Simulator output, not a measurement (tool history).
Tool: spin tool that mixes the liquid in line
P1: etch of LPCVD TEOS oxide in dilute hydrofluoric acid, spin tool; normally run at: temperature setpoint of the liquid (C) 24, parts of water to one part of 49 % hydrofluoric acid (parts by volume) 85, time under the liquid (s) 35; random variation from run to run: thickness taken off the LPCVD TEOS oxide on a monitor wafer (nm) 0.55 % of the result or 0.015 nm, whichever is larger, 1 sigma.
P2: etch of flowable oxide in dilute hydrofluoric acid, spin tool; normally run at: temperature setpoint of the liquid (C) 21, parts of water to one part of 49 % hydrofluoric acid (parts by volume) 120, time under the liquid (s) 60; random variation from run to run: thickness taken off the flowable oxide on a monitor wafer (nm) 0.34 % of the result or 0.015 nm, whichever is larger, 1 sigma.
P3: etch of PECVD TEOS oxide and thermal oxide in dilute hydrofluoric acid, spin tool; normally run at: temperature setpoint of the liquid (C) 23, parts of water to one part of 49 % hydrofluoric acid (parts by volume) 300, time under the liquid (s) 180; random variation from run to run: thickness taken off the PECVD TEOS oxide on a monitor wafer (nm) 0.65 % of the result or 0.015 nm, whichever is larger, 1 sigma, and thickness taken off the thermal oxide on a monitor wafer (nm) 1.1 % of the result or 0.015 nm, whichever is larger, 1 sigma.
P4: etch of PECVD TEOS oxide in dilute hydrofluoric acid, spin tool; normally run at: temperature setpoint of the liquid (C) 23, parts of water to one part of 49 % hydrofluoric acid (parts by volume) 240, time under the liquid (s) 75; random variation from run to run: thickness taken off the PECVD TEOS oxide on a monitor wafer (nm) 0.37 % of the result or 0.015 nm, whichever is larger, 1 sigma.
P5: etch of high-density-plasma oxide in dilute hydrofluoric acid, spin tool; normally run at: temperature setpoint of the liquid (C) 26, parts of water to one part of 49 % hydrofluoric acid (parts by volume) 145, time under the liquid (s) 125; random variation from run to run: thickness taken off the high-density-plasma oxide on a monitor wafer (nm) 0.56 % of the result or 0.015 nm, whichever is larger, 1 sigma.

run	hour	process that ran	temperature setpoint of the liquid (C)	parts of water to one part of 49 % hydrofluoric acid (parts by volume)	time under the liquid (s)	hours since the thermometer was replaced	hours since the hydrofluoric acid flow meter was replaced	thickness taken off the LPCVD TEOS oxide on a monitor wafer (nm)	thickness taken off the high-density-plasma oxide on a monitor wafer (nm)	thickness taken off the PECVD TEOS oxide on a monitor wafer (nm)	thickness taken off the thermal oxide on a monitor wafer (nm)	thickness taken off the flowable oxide on a monitor wafer (nm)
1	5.8	P1	24	85	35	1767.6	232	8.4088				
2	17.2	P1	24	55	35	1779	243.4	13.532				
3	28	P5	26	145	125	1789.8	254.2		4.3622			
4	37.1	P5	26	145	230	1798.9	263.3		7.8685			
5	50.3	P5	17.5	145	125	1812.1	276.5		3.1022			
6	63	P4	23	240	75	1824.8	289.2			5.5905		
7	70.2	P5	26	30	125	1832	296.4		24.293			
8	82.8	P3	23	550	180	1844.6	309			1.729	1.0519	
9	91.7	P3	23	300	180	1853.5	317.9			4.0058	2.3101	
10	101.2	P1	29.5	85	35	1863	327.4	10.516				
11	113.2	P3	23	300	75	1875	339.4			1.6771	0.98005	
12	124.6	P1	18	85	35	1886.4	350.8	6.5673				
13	134.8	P4	30	240	75	1896.6	361			7.1375		
14	147.7	P1	24	85	35	1909.5	373.9	8.3832				
15	158.7	P2	21	120	15	1920.5	384.9					4.2082
16	169.4	P1	24	85	35	1931.2	395.6	8.4127				
17	177	P1	24	85	50	1938.8	403.2	12.202				
18	187.9	P1	24	85	35	1949.7	414.1	8.388				
19	194	P2	21	120	60	1955.8	420.2					16.666
20	202.4	P4	23	55	75	1964.2	428.6			30.146		
21	209.1	P1	24	85	35	1970.9	435.3	8.4178				
22	216	P1	24	130	35	1977.8	442.2	5.2448				
23	227.9	P2	17	120	60	1989.7	454.1					14.196
24	236.1	P1	24	85	35	1997.9	462.3	8.3669				
25	244.7	P1	24	85	35	2006.5	470.9	8.455				
26	254.2	P3	30	300	180	2016	480.4			5.1499	2.9593	
27	264	P2	21	25	60	2025.8	490.2					90.628
28	275	P3	23	300	180	2036.8	501.2			4.053	2.3057	
29	286.5	P2	21	120	60	2048.3	512.7					16.635
30	298.7	P4	23	240	135	2060.5	524.9			10.032		
31	306.8	P1	24	85	15	2068.6	533	3.674				
32	318.6	P1	24	50	20	2080.4	544.8	8.5773				
33	329.2	P1	24	85	35	2091	555.4	8.4444				
34	336.2	P1	24	85	35	2098	562.4	8.6041				
35	346	P1	24	85	35	2107.8	572.2	8.8609				

Run 36 comes next. What will it give?
36	355.1	P1	24	85	35	2116.9	581.3	?				

{"run 36": {"thickness taken off the LPCVD TEOS oxide on a monitor wafer (nm)": 8.9262}}
